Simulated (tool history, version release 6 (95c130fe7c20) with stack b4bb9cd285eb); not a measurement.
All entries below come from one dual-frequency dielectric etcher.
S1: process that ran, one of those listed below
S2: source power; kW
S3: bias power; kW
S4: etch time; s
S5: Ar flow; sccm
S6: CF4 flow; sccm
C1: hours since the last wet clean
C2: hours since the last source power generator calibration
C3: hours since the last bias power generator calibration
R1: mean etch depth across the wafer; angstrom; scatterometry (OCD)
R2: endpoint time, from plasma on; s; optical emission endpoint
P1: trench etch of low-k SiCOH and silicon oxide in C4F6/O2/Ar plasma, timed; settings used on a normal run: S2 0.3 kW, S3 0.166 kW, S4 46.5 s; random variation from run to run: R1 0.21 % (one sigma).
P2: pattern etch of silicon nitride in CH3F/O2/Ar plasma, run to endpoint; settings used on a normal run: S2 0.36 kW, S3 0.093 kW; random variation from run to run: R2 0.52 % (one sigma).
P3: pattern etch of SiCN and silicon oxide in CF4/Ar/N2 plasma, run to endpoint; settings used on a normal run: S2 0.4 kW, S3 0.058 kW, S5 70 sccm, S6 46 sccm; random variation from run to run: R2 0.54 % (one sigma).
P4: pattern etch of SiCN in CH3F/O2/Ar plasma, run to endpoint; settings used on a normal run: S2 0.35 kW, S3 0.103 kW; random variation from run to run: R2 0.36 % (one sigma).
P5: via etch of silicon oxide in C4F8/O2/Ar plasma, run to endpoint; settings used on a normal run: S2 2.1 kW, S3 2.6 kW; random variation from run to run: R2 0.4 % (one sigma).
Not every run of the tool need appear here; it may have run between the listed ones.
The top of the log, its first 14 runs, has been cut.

run	hour	S1	S2	S3	S4	S5	S6	C1	C2	C3	R1	R2
# hour 146.7: wet clean of the chamber
15	153.4	P1	0.42	0.166	46.5			6.8	51.1	1926.3	1565.3	
16	159.8	P2	0.36	0.125				13.2	57.5	1932.7		42.703
17	166.6	P1	0.3	0.219	30			20	64.3	1939.5	973.41	
18	175.2	P1	0.3	0.107	66			28.6	72.9	1948.1	1716.2	
19	189.5	P4	0.35	0.061				42.9	87.2	1962.4		20.368
20	202.8	P1	0.3	0.166	46.5			56.2	100.5	1975.7	1376.6	
21	209.9	P3	0.4	0.058		43	46	63.3	107.6	1982.8		15.597
22	224.1	P1	0.17	0.166	46.5			77.5	121.8	1997	1102.6	
23	230.5	P1	0.3	0.166	64.5			83.9	128.2	2003.4	1911.4	
24	240.7	P5	2.1	3.531				94.1	138.4	2013.6		166.19
25	254.4	P3	0.4	0.058		70	46	107.8	152.1	2027.3		16.833
26	268.1	P4	0.5	0.103				121.5	165.8	2041		14.776
27	278.4	P1	0.3	0.166	46.5			131.8	176.1	2051.3	1378	
28	285.8	P1	0.3	0.166	27.5			139.2	183.5	2058.7	811.57	

Expected results for the next run?
29	298.3	P2	0.22	0.093				151.7	196	2071.2		?

Run 29 produced R2 57.567 s.

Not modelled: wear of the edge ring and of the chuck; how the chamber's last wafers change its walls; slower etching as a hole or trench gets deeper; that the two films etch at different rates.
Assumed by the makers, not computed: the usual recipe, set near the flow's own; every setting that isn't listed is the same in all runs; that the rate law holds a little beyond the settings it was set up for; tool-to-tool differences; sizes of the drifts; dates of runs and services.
